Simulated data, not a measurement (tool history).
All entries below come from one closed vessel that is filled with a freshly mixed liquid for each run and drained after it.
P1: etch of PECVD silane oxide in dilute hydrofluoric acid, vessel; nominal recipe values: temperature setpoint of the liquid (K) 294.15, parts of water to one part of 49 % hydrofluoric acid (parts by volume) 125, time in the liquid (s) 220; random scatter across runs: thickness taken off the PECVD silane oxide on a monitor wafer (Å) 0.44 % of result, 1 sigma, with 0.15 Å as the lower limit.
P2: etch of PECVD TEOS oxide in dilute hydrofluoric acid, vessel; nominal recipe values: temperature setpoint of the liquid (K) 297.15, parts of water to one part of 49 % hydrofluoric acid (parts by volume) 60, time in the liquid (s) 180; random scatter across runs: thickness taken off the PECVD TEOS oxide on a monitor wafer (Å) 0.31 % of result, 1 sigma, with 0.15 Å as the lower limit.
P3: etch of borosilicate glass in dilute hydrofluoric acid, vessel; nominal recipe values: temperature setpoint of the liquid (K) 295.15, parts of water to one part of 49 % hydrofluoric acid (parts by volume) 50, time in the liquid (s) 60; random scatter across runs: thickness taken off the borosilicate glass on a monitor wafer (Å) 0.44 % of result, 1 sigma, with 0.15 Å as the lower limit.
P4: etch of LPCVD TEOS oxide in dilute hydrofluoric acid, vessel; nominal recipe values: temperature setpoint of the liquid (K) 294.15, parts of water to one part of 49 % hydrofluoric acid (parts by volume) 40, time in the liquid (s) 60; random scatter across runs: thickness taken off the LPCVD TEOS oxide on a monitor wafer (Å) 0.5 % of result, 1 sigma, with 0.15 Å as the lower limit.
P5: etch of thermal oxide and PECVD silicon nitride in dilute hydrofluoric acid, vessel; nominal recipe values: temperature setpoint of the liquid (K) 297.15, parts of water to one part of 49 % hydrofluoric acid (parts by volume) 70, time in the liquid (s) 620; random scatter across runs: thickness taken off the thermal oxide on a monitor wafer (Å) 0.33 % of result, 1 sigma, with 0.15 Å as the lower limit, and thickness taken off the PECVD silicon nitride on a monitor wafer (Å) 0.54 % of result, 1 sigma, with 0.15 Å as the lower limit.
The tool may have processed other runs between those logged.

run	hour	process that ran	temperature setpoint of the liquid (K)	parts of water to one part of 49 % hydrofluoric acid (parts by volume)	time in the liquid (s)	thickness taken off the PECVD silane oxide on a monitor wafer (Å)	thickness taken off the PECVD TEOS oxide on a monitor wafer (Å)	thickness taken off the thermal oxide on a monitor wafer (Å)	thickness taken off the PECVD silicon nitride on a monitor wafer (Å)	thickness taken off the LPCVD TEOS oxide on a monitor wafer (Å)	thickness taken off the borosilicate glass on a monitor wafer (Å)
1	9.2	P1	294.15	125	220	572.37					
2	16.2	P2	297.15	110	180		253.36				
3	25.0	P5	297.15	70	1200			842.19	292.790		
4	33.2	P1	294.15	30	220	2649.10					
5	38.5	P1	294.15	125	220	563.49					
6	49.0	P1	294.15	125	220	562.21					
7	56.2	P1	290.15	35	220	1889.40					
8	61.2	P5	297.15	70	620			432.70	149.680		
9	69.4	P5	297.15	25	620			1291.20	411.760		
10	80.0	P1	294.15	125	320	824.97					
11	86.1	P2	297.15	60	180		490.50				
12	93.4	P4	294.15	40	30					221.01	
13	98.0	P1	294.15	180	220	370.10					
14	106.5	P1	294.15	125	220	562.14					
15	113.2	P2	297.15	60	260		713.66				
16	120.4	P1	299.15	125	220	693.08					
17	130.3	P1	294.15	125	220	567.50					
18	140.8	P1	290.15	125	220	483.74					
19	148.9	P1	294.15	125	50	129.75					
20	158.2	P2	292.15	60	180		398.02				
21	164.5	P1	294.15	125	220	568.35					
22	172.0	P3	295.15	50	30						221.25
23	178.8	P4	294.15	40	60					438.77	
24	184.9	P3	302.15	50	60						596.36
25	193.4	P4	294.15	40	60					441.68	
26	203.7	P1	294.15	125	220	568.42					
27	210.2	P5	297.15	70	620			429.27	151.000		
28	218.4	P4	294.15	20	60					916.14	
29	225.1	P5	291.15	70	620			337.90	99.615		
30	233.7	P4	302.15	40	60					611.82	
31	242.0	P3	295.15	20	60						1158.00
32	249.6	P3	295.15	50	60						443.26
33	258.2	P1	294.15	125	220	569.19					
34	264.4	P1	294.15	125	220	552.85					
35	269.2	P1	294.15	125	220	538.04					
36	275.1	P1	294.15	125	220	537.04					
37	284.0	P1	294.15	125	220	526.21					
38	293.1	P1	294.15	125	220	526.67					

Estimate the outcome of run 39 from the log above:
39	300.7	P1	294.15	125	220	?					

{"run 39": {"thickness taken off the PECVD silane oxide on a monitor wafer (Å)": 525.35}}
